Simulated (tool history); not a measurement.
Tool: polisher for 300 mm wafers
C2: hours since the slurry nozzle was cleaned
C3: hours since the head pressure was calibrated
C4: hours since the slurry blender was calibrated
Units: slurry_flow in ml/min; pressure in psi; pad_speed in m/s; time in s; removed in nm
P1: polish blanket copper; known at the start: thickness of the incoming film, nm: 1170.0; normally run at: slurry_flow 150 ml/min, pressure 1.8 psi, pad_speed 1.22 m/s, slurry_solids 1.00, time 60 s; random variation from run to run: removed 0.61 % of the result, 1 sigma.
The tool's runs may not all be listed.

run 1 hour=5.6 | slurry_flow=150 pressure=1.8 pad_speed=1.22 slurry_solids=1.00 time=60 | wafers_polished_on_this_pad=987 C2=226.0 C3=547.7 C4=159.2 | removed=158.560
run 2 hour=10.1 | slurry_flow=150 pressure=2.3 pad_speed=1.22 slurry_solids=0.65 time=60 | wafers_polished_on_this_pad=1019 C2=230.5 C3=552.2 C4=163.7 | removed=186.330
run 3 hour=13.3 | slurry_flow=150 pressure=2.4 pad_speed=1.22 slurry_solids=1.00 time=60 | wafers_polished_on_this_pad=1041 C2=233.7 C3=555.4 C4=166.9 | removed=210.160
-- hour=15.1 head pressure recalibrated
run 4 hour=16.4 | slurry_flow=150 pressure=1.8 pad_speed=0.54 slurry_solids=1.00 time=60 | wafers_polished_on_this_pad=1063 C2=236.8 C3=1.4 C4=170.0 | removed=69.949
run 5 hour=22.1 | slurry_flow=150 pressure=1.8 pad_speed=1.22 slurry_solids=1.00 time=60 | wafers_polished_on_this_pad=1104 C2=242.5 C3=7.1 C4=175.7 | removed=159.750
run 6 hour=26.2 | slurry_flow=150 pressure=1.8 pad_speed=1.22 slurry_solids=0.65 time=60 | wafers_polished_on_this_pad=1133 C2=246.6 C3=11.2 C4=179.8 | removed=147.100
run 7 hour=31.1 | slurry_flow=150 pressure=1.8 pad_speed=1.68 slurry_solids=0.55 time=60 | wafers_polished_on_this_pad=1168 C2=251.5 C3=16.1 C4=184.7 | removed=192.070
run 8 hour=35.6 | slurry_flow=90 pressure=1.8 pad_speed=1.22 slurry_solids=1.00 time=60 | wafers_polished_on_this_pad=1200 C2=256.0 C3=20.6 C4=189.2 | removed=142.050
run 9 hour=41.0 | slurry_flow=150 pressure=1.8 pad_speed=1.22 slurry_solids=1.00 time=88 | wafers_polished_on_this_pad=1238 C2=261.4 C3=26.0 C4=194.6 | removed=233.860
-- hour=46.6 slurry blender recalibrated
run 10 hour=46.8 | slurry_flow=150 pressure=1.8 pad_speed=1.22 slurry_solids=1.00 time=60 | wafers_polished_on_this_pad=1279 C2=267.2 C3=31.8 C4=0.2 | removed=158.890
run 11 hour=53.0 | slurry_flow=150 pressure=1.8 pad_speed=1.22 slurry_solids=1.00 time=42 | wafers_polished_on_this_pad=1323 C2=273.4 C3=38.0 C4=6.4 | removed=111.850
run 12 hour=59.0 | slurry_flow=150 pressure=1.8 pad_speed=1.22 slurry_solids=1.00 time=60 | wafers_polished_on_this_pad=1366 C2=279.4 C3=44.0 C4=12.4 | removed=159.040
run 13 hour=64.0 | slurry_flow=150 pressure=1.8 pad_speed=1.22 slurry_solids=1.00 time=60 | wafers_polished_on_this_pad=1402 C2=284.4 C3=49.0 C4=17.4 | removed=159.880
run 14 hour=67.5 | slurry_flow=150 pressure=1.8 pad_speed=1.22 slurry_solids=1.20 time=46 | wafers_polished_on_this_pad=1426 C2=287.9 C3=52.5 C4=20.9 | removed=126.600

Run 15 comes next. What will it give?
run 15 hour=72.8 | slurry_flow=150 pressure=1.1 pad_speed=1.22 slurry_solids=1.00 time=60 | wafers_polished_on_this_pad=1464 C2=293.2 C3=57.8 C4=26.2 | removed=?

removed: 96.050 nm

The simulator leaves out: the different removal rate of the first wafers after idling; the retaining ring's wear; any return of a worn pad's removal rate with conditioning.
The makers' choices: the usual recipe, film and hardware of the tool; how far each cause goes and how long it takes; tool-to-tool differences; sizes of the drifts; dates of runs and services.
